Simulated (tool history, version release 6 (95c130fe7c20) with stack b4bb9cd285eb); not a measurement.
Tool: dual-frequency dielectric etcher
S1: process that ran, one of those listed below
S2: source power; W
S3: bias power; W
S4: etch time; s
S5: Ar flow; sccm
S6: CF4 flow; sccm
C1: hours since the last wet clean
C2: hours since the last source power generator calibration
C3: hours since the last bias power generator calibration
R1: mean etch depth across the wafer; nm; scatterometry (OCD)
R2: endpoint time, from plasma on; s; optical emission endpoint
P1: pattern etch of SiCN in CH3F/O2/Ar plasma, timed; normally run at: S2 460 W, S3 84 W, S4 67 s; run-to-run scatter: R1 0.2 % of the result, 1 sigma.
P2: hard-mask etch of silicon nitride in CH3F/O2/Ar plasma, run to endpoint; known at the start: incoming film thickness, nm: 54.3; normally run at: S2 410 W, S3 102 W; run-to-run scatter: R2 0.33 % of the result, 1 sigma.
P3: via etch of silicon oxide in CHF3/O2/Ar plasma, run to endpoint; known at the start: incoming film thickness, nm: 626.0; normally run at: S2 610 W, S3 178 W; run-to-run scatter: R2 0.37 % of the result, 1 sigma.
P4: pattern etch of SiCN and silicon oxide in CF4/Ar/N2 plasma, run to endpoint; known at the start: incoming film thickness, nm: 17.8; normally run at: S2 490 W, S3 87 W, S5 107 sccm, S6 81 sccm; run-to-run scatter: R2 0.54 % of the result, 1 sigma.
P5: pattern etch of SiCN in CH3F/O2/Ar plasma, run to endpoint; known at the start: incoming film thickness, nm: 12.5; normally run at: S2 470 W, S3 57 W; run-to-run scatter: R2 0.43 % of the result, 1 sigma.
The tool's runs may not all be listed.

{"run": 1, "hour": 2.3, "S1": "P1", "S2": 460, "S3": 84, "S4": 67, "C1": 56.5, "C2": 1171.8, "C3": 1443.3, "R1": 28.215}
{"run": 2, "hour": 4.9, "S1": "P3", "S2": 610, "S3": 245, "C1": 59.1, "C2": 1174.4, "C3": 1445.9, "R2": 281.41}
{"run": 3, "hour": 7.3, "S1": "P3", "S2": 610, "S3": 178, "C1": 61.5, "C2": 1176.8, "C3": 1448.3, "R2": 316.03}
{"run": 4, "hour": 12.5, "S1": "P1", "S2": 460, "S3": 60, "S4": 67, "C1": 66.7, "C2": 1182, "C3": 1453.5, "R1": 25.132}
{"run": 5, "hour": 15.8, "S1": "P1", "S2": 460, "S3": 84, "S4": 67, "C1": 70, "C2": 1185.3, "C3": 1456.8, "R1": 28.289}
{"run": 6, "hour": 18.3, "S1": "P3", "S2": 850, "S3": 178, "C1": 72.5, "C2": 1187.8, "C3": 1459.3, "R2": 277.88}
{"run": 7, "hour": 22.3, "S1": "P1", "S2": 460, "S3": 84, "S4": 67, "C1": 76.5, "C2": 1191.8, "C3": 1463.3, "R1": 28.193}
{"run": 8, "hour": 25.1, "S1": "P4", "S2": 490, "S3": 87, "S5": 107, "S6": 109, "C1": 79.3, "C2": 1194.6, "C3": 1466.1, "R2": 17.249}
{"run": 9, "hour": 28.2, "S1": "P1", "S2": 460, "S3": 84, "S4": 41, "C1": 82.4, "C2": 1197.7, "C3": 1469.2, "R1": 17.276}
{"run": 10, "hour": 31.9, "S1": "P1", "S2": 460, "S3": 84, "S4": 98, "C1": 86.1, "C2": 1201.4, "C3": 1472.9, "R1": 41.427}
{"run": 11, "hour": 34.1, "S1": "P1", "S2": 460, "S3": 109, "S4": 67, "C1": 88.3, "C2": 1203.6, "C3": 1475.1, "R1": 31.276}
{"run": 12, "hour": 38.8, "S1": "P1", "S2": 640, "S3": 103, "S4": 67, "C1": 93, "C2": 1208.3, "C3": 1479.8, "R1": 34.398}
{"run": 13, "hour": 41.5, "S1": "P2", "S2": 410, "S3": 134, "C1": 95.7, "C2": 1211, "C3": 1482.5, "R2": 66.217}
{"run": 14, "hour": 45.4, "S1": "P2", "S2": 410, "S3": 102, "C1": 99.6, "C2": 1214.9, "C3": 1486.4, "R2": 73.319}
{"run": 15, "hour": 50.6, "S1": "P1", "S2": 310, "S3": 84, "S4": 67, "C1": 104.8, "C2": 1220.1, "C3": 1491.6, "R1": 24.378}
{"run": 16, "hour": 52.9, "S1": "P1", "S2": 460, "S3": 84, "S4": 67, "C1": 107.1, "C2": 1222.4, "C3": 1493.9, "R1": 28.222}
{"run": 17, "hour": 56.4, "S1": "P3", "S2": 610, "S3": 178, "C1": 110.6, "C2": 1225.9, "C3": 1497.4, "R2": 317.55}
{"run": 18, "hour": 60.8, "S1": "P1", "S2": 460, "S3": 84, "S4": 67, "C1": 115, "C2": 1230.3, "C3": 1501.8, "R1": 28.403}
{"run": 19, "hour": 64.0, "S1": "P4", "S2": 490, "S3": 87, "S5": 130, "S6": 81, "C1": 118.2, "C2": 1233.5, "C3": 1505, "R2": 18.281}
{"run": 20, "hour": 67.5, "S1": "P1", "S2": 460, "S3": 84, "S4": 67, "C1": 121.7, "C2": 1237, "C3": 1508.5, "R1": 28.241}
{"run": 21, "hour": 70.0, "S1": "P2", "S2": 250, "S3": 102, "C1": 124.2, "C2": 1239.5, "C3": 1511, "R2": 87.977}
{"run": 22, "hour": 75.2, "S1": "P4", "S2": 310, "S3": 87, "S5": 107, "S6": 81, "C1": 129.4, "C2": 1244.7, "C3": 1516.2, "R2": 26.443}
{"run": 23, "hour": 78.3, "S1": "P4", "S2": 490, "S3": 87, "S5": 107, "S6": 81, "C1": 132.5, "C2": 1247.8, "C3": 1519.3, "R2": 17.678}
{"run": 24, "hour": 82.9, "S1": "P4", "S2": 490, "S3": 55, "S5": 107, "S6": 81, "C1": 137.1, "C2": 1252.4, "C3": 1523.9, "R2": 20.795}
{"run": 25, "hour": 86.8, "S1": "P5", "S2": 470, "S3": 57, "C1": 141, "C2": 1256.3, "C3": 1527.8, "R2": 33.679}
{"run": 26, "hour": 91.4, "S1": "P5", "S2": 470, "S3": 35, "C1": 145.6, "C2": 1260.9, "C3": 1532.4, "R2": 39.757}
{"run": 27, "hour": 95.7, "S1": "P5", "S2": 600, "S3": 57, "C1": 149.9, "C2": 1265.2, "C3": 1536.7, "R2": 30.984}
{"run": 28, "hour": 100.6, "S1": "P1", "S2": 620, "S3": 84, "S4": 67, "C1": 154.8, "C2": 1270.1, "C3": 1541.6, "R1": 31.611}
{"run": 29, "hour": 103.7, "S1": "P4", "S2": 490, "S3": 87, "S5": 107, "S6": 81, "C1": 157.9, "C2": 1273.2, "C3": 1544.7, "R2": 17.792}
{"run": 30, "hour": 107.7, "S1": "P1", "S2": 460, "S3": 84, "S4": 67, "C1": 161.9, "C2": 1277.2, "C3": 1548.7, "R1": 28.356}
{"run": 31, "hour": 111.8, "S1": "P1", "S2": 460, "S3": 84, "S4": 67, "C1": 166, "C2": 1281.3, "C3": 1552.8, "R1": 28.147}
{"run": 32, "hour": 115.7, "S1": "P1", "S2": 460, "S3": 84, "S4": 67, "C1": 169.9, "C2": 1285.2, "C3": 1556.7, "R1": 28.39}
{"run": 33, "hour": 118.3, "S1": "P1", "S2": 460, "S3": 84, "S4": 67, "C1": 172.5, "C2": 1287.8, "C3": 1559.3, "R1": 28.58}
{"run": 34, "hour": 122.8, "S1": "P1", "S2": 460, "S3": 84, "S4": 67, "C1": 177, "C2": 1292.3, "C3": 1563.8, "R1": 28.467}
{"run": 35, "hour": 127.5, "S1": "P1", "S2": 460, "S3": 84, "S4": 67, "C1": 181.7, "C2": 1297, "C3": 1568.5, "R1": 28.613}
{"hour": 127.7, "done": "wet clean of the chamber"}
{"run": 36, "hour": 131.0, "S1": "P1", "S2": 460, "S3": 84, "S4": 67, "C1": 3.4, "C2": 1300.5, "C3": 1572, "R1": 28.589}
{"run": 37, "hour": 135.7, "S1": "P1", "S2": 460, "S3": 84, "S4": 67, "C1": 8.1, "C2": 1305.2, "C3": 1576.7, "R1": 28.667}
{"run": 38, "hour": 140.8, "S1": "P1", "S2": 460, "S3": 84, "S4": 67, "C1": 13.2, "C2": 1310.3, "C3": 1581.8, "R1": 28.608}

What P1 gives has crept away from where it was. These 2 causes fit the log equally well, each at the size given:
A: bias power that arrives over what is set, % = 3.73
B: source power that arrives over what is set, % = 3.62
The creep began at about hour 111.8.
Why every other cause is out:
chamber walls in a state that raises the etch rate, %: serviced at hour 127.7, which brought nothing back

4 check runs are offered, each on 5 wafers whose results are averaged, their results left as question marks. Which one tells the causes apart?
{"run": "check 1", "hour": 145.9, "S1": "P4", "S2": 490, "S3": 64, "S5": 107, "S6": 103, "R2": "?"}
{"run": "check 2", "hour": 145.9, "S1": "P3", "S2": 780, "S3": 207, "R2": "?"}
{"run": "check 3", "hour": 145.9, "S1": "P5", "S2": 470, "S3": 36, "R2": "?"}
{"run": "check 4", "hour": 145.9, "S1": "P2", "S2": 290, "S3": 132, "R2": "?"}

What each check would give under each cause:
check=check_1 result=R2 if_A=18.794 if_B=18.417
check=check_2 result=R2 if_A=270.01 if_B=269.71
check=check_3 result=R2 if_A=38.698 if_B=38.562
check=check_4 result=R2 if_A=74.623 if_B=74.728
How far apart the two closest causes lie, in the result that separates them most: check 1 2.03 %; check 2 0.11 %; check 3 0.35 %; check 4 0.14 %
Check 1 tells the causes apart: in the others they would give nearly the same result.

Then check 1 was run and gave: R2 18.772 s. Which cause is it?

It is A: bias power that arrives over what is set, %.
